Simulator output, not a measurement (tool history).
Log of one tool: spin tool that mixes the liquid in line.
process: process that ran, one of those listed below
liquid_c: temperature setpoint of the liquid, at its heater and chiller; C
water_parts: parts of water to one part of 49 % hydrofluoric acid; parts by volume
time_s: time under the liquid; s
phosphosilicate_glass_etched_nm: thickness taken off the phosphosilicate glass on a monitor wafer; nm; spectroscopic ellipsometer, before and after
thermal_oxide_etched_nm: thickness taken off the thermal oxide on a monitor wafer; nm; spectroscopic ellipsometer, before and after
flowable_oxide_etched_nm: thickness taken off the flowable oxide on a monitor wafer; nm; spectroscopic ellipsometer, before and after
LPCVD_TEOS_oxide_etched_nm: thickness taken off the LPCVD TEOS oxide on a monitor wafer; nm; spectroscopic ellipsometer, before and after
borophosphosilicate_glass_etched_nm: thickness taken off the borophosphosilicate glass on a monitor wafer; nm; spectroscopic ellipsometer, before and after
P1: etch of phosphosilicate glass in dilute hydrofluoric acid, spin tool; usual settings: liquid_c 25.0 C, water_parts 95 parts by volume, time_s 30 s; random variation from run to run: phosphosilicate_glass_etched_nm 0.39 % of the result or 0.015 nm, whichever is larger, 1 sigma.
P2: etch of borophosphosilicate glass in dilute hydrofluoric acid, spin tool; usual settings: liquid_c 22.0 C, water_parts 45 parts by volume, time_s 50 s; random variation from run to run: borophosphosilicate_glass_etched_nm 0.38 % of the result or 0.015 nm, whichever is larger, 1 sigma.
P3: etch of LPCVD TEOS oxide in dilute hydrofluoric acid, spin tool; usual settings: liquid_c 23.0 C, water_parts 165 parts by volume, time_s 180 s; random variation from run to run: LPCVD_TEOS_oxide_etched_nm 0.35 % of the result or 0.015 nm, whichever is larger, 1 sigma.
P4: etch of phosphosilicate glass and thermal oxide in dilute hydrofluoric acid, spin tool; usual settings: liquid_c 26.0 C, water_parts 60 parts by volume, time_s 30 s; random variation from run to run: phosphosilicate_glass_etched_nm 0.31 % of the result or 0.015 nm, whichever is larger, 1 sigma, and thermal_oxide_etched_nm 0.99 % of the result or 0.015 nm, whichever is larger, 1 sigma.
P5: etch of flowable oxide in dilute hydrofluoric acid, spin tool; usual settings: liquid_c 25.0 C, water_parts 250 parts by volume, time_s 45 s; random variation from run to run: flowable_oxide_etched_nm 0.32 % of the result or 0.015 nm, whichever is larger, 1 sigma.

run	hour	process	liquid_c	water_parts	time_s	phosphosilicate_glass_etched_nm	thermal_oxide_etched_nm	flowable_oxide_etched_nm	LPCVD_TEOS_oxide_etched_nm	borophosphosilicate_glass_etched_nm
1	8.8	P1	25.0	95	30	29.745				
2	20.9	P4	32.5	60	30	110.660	3.4932			
3	30.5	P1	25.0	20	60	315.620				
4	37.7	P5	25.0	250	45			6.3059		
5	48.1	P3	23.0	165	180				20.3960	
6	57.6	P1	25.0	95	65	64.555				
7	68.1	P1	25.0	95	30	29.810				
8	79.5	P5	25.0	250	65			9.1590		
9	86.1	P2	29.5	45	50					81.132
10	91.9	P3	27.5	165	180				24.1570	
11	101.1	P4	26.0	60	45	128.380	4.0673			
12	113.2	P4	26.0	60	30	86.356	2.6734			
13	119.3	P1	25.0	145	30	18.400				
14	130.8	P1	25.0	95	30	29.919				
15	140.5	P1	32.0	95	30	39.139				
16	151.6	P5	33.0	250	45			8.2893		
17	161.7	P3	23.0	50	180				76.9620	
18	169.3	P2	22.0	20	50					139.260
19	179.7	P2	22.0	45	50					59.469
# hour 190.7: hydrofluoric acid flow meter replaced
20	191.5	P1	25.0	95	30	29.879				
21	203.8	P2	22.0	45	15					17.945
22	212.8	P5	25.0	390	45			3.5586		
23	224.2	P3	23.0	165	25				2.8222	
24	231.8	P1	25.0	55	30	55.028				
25	244.4	P3	23.0	165	180				20.3790	
26	253.1	P1	17.5	95	30	22.101				
27	261.8	P1	31.5	160	30	20.676				
28	273.4	P1	25.0	95	15	14.978				
29	285.5	P4	26.0	35	30	152.260	4.8004			
30	297.6	P1	25.0	95	30	29.974				
31	305.6	P1	25.0	95	30	30.066				
32	315.4	P1	25.0	95	30	28.751				
33	324.3	P1	25.0	95	30	28.283				
34	332.8	P1	25.0	95	30	28.188				
35	344.8	P1	25.0	95	30	27.799				
36	354.2	P1	25.0	95	30	27.733				
37	365.7	P1	25.0	95	30	27.356				
38	374.2	P1	25.0	95	30	27.634				
39	382.3	P1	25.0	95	30	27.547				

What P1 gives has crept away from where it was. These 2 causes fit the log equally well, each at the size given:
A: hydrofluoric acid flow below the setpoint (%) = 6.96
B: liquid colder than its thermometer reads (K) = 2.04
The creep began at about hour 305.6.

4 check runs are offered, one wafer each, their results left as question marks. Which one tells the causes apart?
check 1	390.4	P5	33.0	370	45			?		
check 2	390.4	P3	23.0	65	180				?	
check 3	390.4	P4	29.0	60	40	?	?			
check 4	390.4	P2	25.0	45	15					?

What each check would give under each cause:
check	result	if A	if B
check 1	flowable_oxide_etched_nm	4.4010	4.5831
check 2	LPCVD_TEOS_oxide_etched_nm	53.7710	53.4420
check 3	phosphosilicate_glass_etched_nm	119.010	118.790
check 3	thermal_oxide_etched_nm	3.7785	3.7715
check 4	borophosphosilicate_glass_etched_nm	18.841	18.700
How far apart the two closest causes lie, in the result that separates them most: check 1 4.05 %; check 2 0.61 %; check 3 0.19 %; check 4 0.75 %
Only check 1 tells the causes apart: in the others they would give nearly the same result.

Check 1 was then run and gave: flowable_oxide_etched_nm 4.3745 nm. Which cause is it?

It is A: hydrofluoric acid flow below the setpoint (%).
